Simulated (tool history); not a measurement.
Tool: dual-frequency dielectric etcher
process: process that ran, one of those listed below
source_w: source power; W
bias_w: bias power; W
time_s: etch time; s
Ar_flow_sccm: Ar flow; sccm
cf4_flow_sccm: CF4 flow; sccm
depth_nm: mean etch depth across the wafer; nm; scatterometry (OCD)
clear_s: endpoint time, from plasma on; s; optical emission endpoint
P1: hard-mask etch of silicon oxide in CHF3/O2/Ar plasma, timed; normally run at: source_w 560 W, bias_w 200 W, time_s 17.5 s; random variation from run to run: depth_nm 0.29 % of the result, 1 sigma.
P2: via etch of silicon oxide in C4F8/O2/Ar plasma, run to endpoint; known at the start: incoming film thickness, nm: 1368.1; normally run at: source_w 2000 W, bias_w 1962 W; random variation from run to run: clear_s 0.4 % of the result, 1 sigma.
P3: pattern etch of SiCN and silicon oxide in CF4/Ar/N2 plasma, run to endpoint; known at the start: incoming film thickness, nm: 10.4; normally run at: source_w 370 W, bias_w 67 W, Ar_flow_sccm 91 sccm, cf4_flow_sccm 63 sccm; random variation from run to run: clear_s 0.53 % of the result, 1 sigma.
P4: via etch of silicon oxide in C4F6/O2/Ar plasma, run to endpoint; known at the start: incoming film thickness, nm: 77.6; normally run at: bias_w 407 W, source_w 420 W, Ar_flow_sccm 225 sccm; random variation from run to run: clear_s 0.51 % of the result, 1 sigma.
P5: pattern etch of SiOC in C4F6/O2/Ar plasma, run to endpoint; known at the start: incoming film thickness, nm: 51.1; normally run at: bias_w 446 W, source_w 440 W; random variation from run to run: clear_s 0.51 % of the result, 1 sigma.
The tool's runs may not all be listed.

| run | hour | process | source_w | bias_w | time_s | Ar_flow_sccm | cf4_flow_sccm | hours since the last wet clean | hours since the last source power generator calibration | hours since the last bias power generator calibration | depth_nm | clear_s |
|---|---|---|---|---|---|---|---|---|---|---|---|---|
| 1 | 6 | P1 | 560 | 200 | 17.5 |  |  | 80.6 | 813.5 | 1609.9 | 35.441 |  |
| 2 | 14.5 | P3 | 370 | 67 |  | 91 | 63 | 89.1 | 822 | 1618.4 |  | 15.159 |
| 3 | 21.2 | P1 | 560 | 200 | 17.5 |  |  | 95.8 | 828.7 | 1625.1 | 35.408 |  |
| 4 | 29.1 | P2 | 2000 | 1962 |  |  |  | 103.7 | 836.6 | 1633 |  | 276.4 |
| 5 | 37.1 | P1 | 560 | 200 | 24.5 |  |  | 111.7 | 844.6 | 1641 | 49.625 |  |
| 6 | 44.8 | P4 | 280 | 407 |  | 225 |  | 119.4 | 852.3 | 1648.7 |  | 20.347 |
| 7 | 51.1 | P1 | 560 | 265 | 24.5 |  |  | 125.7 | 858.6 | 1655 | 55.139 |  |
| 8 | 57.4 | P4 | 420 | 407 |  | 225 |  | 132 | 864.9 | 1661.3 |  | 17.541 |
| 9 | 64 | P4 | 420 | 558 |  | 225 |  | 138.6 | 871.5 | 1667.9 |  | 15.591 |
|  | 71 | wet clean of the chamber |
| 10 | 72.3 | P2 | 2000 | 2757 |  |  |  | 1.3 | 879.8 | 1676.2 |  | 250.98 |
| 11 | 77.7 | P1 | 680 | 200 | 17.5 |  |  | 6.7 | 885.2 | 1681.6 | 38.287 |  |
| 12 | 82.7 | P5 | 610 | 446 |  |  |  | 11.7 | 890.2 | 1686.6 |  | 15.369 |
| 13 | 89.7 | P3 | 370 | 92 |  | 91 | 63 | 18.7 | 897.2 | 1693.6 |  | 13.443 |
| 14 | 99.3 | P1 | 560 | 143 | 17.5 |  |  | 28.3 | 906.8 | 1703.2 | 31.642 |  |
| 15 | 104.2 | P5 | 440 | 355 |  |  |  | 33.2 | 911.7 | 1708.1 |  | 18.612 |
| 16 | 113.4 | P5 | 440 | 446 |  |  |  | 42.4 | 920.9 | 1717.3 |  | 17.491 |
| 17 | 121.9 | P4 | 420 | 407 |  | 281 |  | 50.9 | 929.4 | 1725.8 |  | 17.956 |
| 18 | 128.2 | P1 | 560 | 200 | 10 |  |  | 57.2 | 935.7 | 1732.1 | 20.231 |  |
| 19 | 135.4 | P1 | 430 | 200 | 17.5 |  |  | 64.4 | 942.9 | 1739.3 | 32.166 |  |
| 20 | 140.9 | P1 | 560 | 200 | 17.5 |  |  | 69.9 | 948.4 | 1744.8 | 35.41 |  |
| 21 | 151.3 | P2 | 2650 | 1962 |  |  |  | 80.3 | 958.8 | 1755.2 |  | 248.99 |
| 22 | 158.2 | P1 | 560 | 200 | 17.5 |  |  | 87.2 | 965.7 | 1762.1 | 35.578 |  |
| 23 | 168.4 | P3 | 370 | 67 |  | 91 | 43 | 97.4 | 975.9 | 1772.3 |  | 16.04 |
| 24 | 175.9 | P3 | 370 | 67 |  | 125 | 63 | 104.9 | 983.4 | 1779.8 |  | 15.845 |
| 25 | 183.2 | P3 | 370 | 67 |  | 91 | 63 | 112.2 | 990.7 | 1787.1 |  | 15.191 |
| 26 | 188.1 | P3 | 230 | 67 |  | 91 | 63 | 117.1 | 995.6 | 1792 |  | 22.858 |
| 27 | 197.1 | P1 | 560 | 278 | 17.5 |  |  | 126.1 | 1004.6 | 1801 | 39.88 |  |
| 28 | 202.3 | P1 | 560 | 200 | 17.5 |  |  | 131.3 | 1009.8 | 1806.2 | 35.499 |  |
| 29 | 208.9 | P1 | 560 | 200 | 17.5 |  |  | 137.9 | 1016.4 | 1812.8 | 35.268 |  |
| 30 | 219.6 | P1 | 560 | 200 | 17.5 |  |  | 148.6 | 1027.1 | 1823.5 | 35.179 |  |
| 31 | 229.5 | P1 | 560 | 200 | 17.5 |  |  | 158.5 | 1037 | 1833.4 | 35.132 |  |
| 32 | 234.4 | P1 | 560 | 200 | 17.5 |  |  | 163.4 | 1041.9 | 1838.3 | 34.915 |  |
| 33 | 243.5 | P1 | 560 | 200 | 17.5 |  |  | 172.5 | 1051 | 1847.4 | 34.973 |  |

Run 34 comes next. What will it give?
| 34 | 249.9 | P1 | 560 | 200 | 17.5 |  |  | 178.9 | 1057.4 | 1853.8 | ? |  |

{"run 34": {"depth_nm": 34.844}}
